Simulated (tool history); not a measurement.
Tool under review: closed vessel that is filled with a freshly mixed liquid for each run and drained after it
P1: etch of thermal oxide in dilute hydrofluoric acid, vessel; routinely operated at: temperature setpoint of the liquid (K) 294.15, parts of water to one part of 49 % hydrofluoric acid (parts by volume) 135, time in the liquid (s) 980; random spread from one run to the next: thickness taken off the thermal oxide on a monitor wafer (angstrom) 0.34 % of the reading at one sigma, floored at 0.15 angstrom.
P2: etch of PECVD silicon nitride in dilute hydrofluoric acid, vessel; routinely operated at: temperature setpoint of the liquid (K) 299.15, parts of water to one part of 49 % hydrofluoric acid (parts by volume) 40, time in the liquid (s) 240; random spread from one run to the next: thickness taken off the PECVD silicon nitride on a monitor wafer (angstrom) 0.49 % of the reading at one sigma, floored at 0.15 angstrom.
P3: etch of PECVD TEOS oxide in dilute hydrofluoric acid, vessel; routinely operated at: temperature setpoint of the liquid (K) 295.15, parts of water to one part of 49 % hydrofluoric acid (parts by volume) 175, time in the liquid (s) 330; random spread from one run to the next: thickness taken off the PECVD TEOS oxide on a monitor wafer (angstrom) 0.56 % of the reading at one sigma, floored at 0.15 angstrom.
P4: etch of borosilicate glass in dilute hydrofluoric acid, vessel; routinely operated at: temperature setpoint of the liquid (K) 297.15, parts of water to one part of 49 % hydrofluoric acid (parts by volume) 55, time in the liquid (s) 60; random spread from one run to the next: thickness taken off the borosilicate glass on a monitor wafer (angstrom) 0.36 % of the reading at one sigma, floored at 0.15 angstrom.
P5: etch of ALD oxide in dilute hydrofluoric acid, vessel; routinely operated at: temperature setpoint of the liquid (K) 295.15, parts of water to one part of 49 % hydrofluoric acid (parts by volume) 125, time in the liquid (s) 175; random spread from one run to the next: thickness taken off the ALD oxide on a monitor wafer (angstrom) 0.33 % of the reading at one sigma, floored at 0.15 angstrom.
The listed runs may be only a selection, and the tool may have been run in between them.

run,day,process that ran,temperature setpoint of the liquid (K),parts of water to one part of 49 % hydrofluoric acid (parts by volume),time in the liquid (s),hours since the thermometer was replaced,hours since the hydrofluoric acid flow meter was replaced,thickness taken off the thermal oxide on a monitor wafer (angstrom),thickness taken off the PECVD silicon nitride on a monitor wafer (angstrom),thickness taken off the PECVD TEOS oxide on a monitor wafer (angstrom),thickness taken off the ALD oxide on a monitor wafer (angstrom),thickness taken off the borosilicate glass on a monitor wafer (angstrom)
1,0.229,P1,294.15,135,980,1555.5,496.6,310.370,,,,
2,0.383,P2,299.15,40,240,1559.2,500.3,,221.420,,,
3,0.617,P1,294.15,135,980,1564.8,505.9,310.780,,,,
4,0.729,P1,298.65,135,980,1567.5,508.6,370.100,,,,
5,0.871,P1,294.15,195,980,1570.9,512.0,200.980,,,,
6,0.983,P1,294.15,50,980,1573.6,514.7,920.130,,,,
7,1.208,P1,294.15,135,330,1579.0,520.1,104.780,,,,
8,1.325,P2,299.15,40,65,1581.8,522.9,,60.117,,,
9,1.558,P3,295.15,175,330,1587.4,528.5,,,281.39,,
10,1.688,P1,299.65,135,1605,1590.5,531.6,628.630,,,,
11,1.888,P5,295.15,125,175,1595.3,536.4,,,,123.06,
12,2.092,P4,297.15,105,60,1600.2,541.3,,,,,129.07
13,2.200,P4,290.15,55,60,1602.8,543.9,,,,,193.97
14,2.425,P1,294.15,135,1860,1608.2,549.3,589.100,,,,
15,2.533,P3,295.15,175,555,1610.8,551.9,,,475.45,,
16,2.654,P3,290.15,175,330,1613.7,554.8,,,230.56,,
17,2.825,P1,294.15,25,295,1617.8,558.9,571.300,,,,
18,2.942,P3,295.15,175,330,1620.6,561.7,,,282.23,,
19,3.171,P1,301.65,135,115,1626.1,567.2,48.689,,,,
20,3.362,P1,294.15,135,980,1630.7,571.8,308.770,,,,
21,3.583,P2,294.65,40,240,1636.0,577.1,,163.860,,,
22,3.733,P1,294.15,135,980,1639.6,580.7,310.820,,,,
23,3.892,P1,290.15,135,980,1643.4,584.5,264.670,,,,
24,4.067,P2,299.15,40,240,1647.6,588.7,,223.760,,,
25,4.288,P2,299.15,65,240,1652.9,594.0,,139.620,,,
26,4.446,P3,295.15,75,330,1656.7,597.8,,,729.67,,
27,4.675,P4,297.15,55,60,1662.2,603.3,,,,,261.85
28,4.833,P5,295.15,60,175,1666.0,607.1,,,,276.46,
29,5.008,P1,294.15,135,980,1670.2,611.3,310.470,,,,
30,5.154,P5,295.15,125,350,1673.7,614.8,,,,247.08,
31,5.271,P5,290.15,125,175,1676.5,617.6,,,,100.51,
32,5.458,P4,297.15,55,85,1681.0,622.1,,,,,371.95
33,5.650,P1,294.15,135,980,1685.6,626.7,310.360,,,,
34,5.771,P1,294.15,135,980,1688.5,629.6,319.050,,,,
35,6.000,P1,294.15,135,980,1694.0,635.1,325.480,,,,
36,6.208,P1,294.15,135,980,1699.0,640.1,328.520,,,,
37,6.379,P1,294.15,135,980,1703.1,644.2,329.460,,,,
38,6.596,P1,294.15,135,980,1708.3,649.4,330.010,,,,
39,6.700,P1,294.15,135,980,1710.8,651.9,330.950,,,,

Compared with where it was, what P1 gives has crept away. Each cause listed below fits the log as well as the rest, at the size given for it:
A: liquid hotter than its thermometer reads (K) = 1.61
B: hydrofluoric acid flow above the setpoint (%) = 5.7
Creep in the process output first set in at about day 5.650.

4 check runs are offered, one wafer each, their results left as question marks. Which one tells the causes apart?
check 1,6.804,P5,291.15,85,175,,,,,,?,
check 2,6.804,P3,290.15,175,330,,,,,?,,
check 3,6.804,P4,290.15,100,60,,,,,,,?
check 4,6.804,P2,299.15,40,130,,,,?,,,

Outcome of each check run for each possible cause:
check,result,if A,if B
check 1,thickness taken off the ALD oxide on a monitor wafer (angstrom),172.04,170.83
check 2,thickness taken off the PECVD TEOS oxide on a monitor wafer (angstrom),247.23,247.19
check 3,thickness taken off the borosilicate glass on a monitor wafer (angstrom),109.37,108.67
check 4,thickness taken off the PECVD silicon nitride on a monitor wafer (angstrom),134.360,127.460
Minimum pairwise separation of causes per check, each pair taken at its best-separating result: check 1 0.71 %; check 2 0.02 %; check 3 0.64 %; check 4 5.27 %
Check 4 distinguishes between the causes, while the remaining checks would return nearly the same result for all of them.

With check 4 done, the readings were: thickness taken off the PECVD silicon nitride on a monitor wafer (angstrom) 133.280. Identify which of the listed causes applies.

It is A: liquid hotter than its thermometer reads (K).

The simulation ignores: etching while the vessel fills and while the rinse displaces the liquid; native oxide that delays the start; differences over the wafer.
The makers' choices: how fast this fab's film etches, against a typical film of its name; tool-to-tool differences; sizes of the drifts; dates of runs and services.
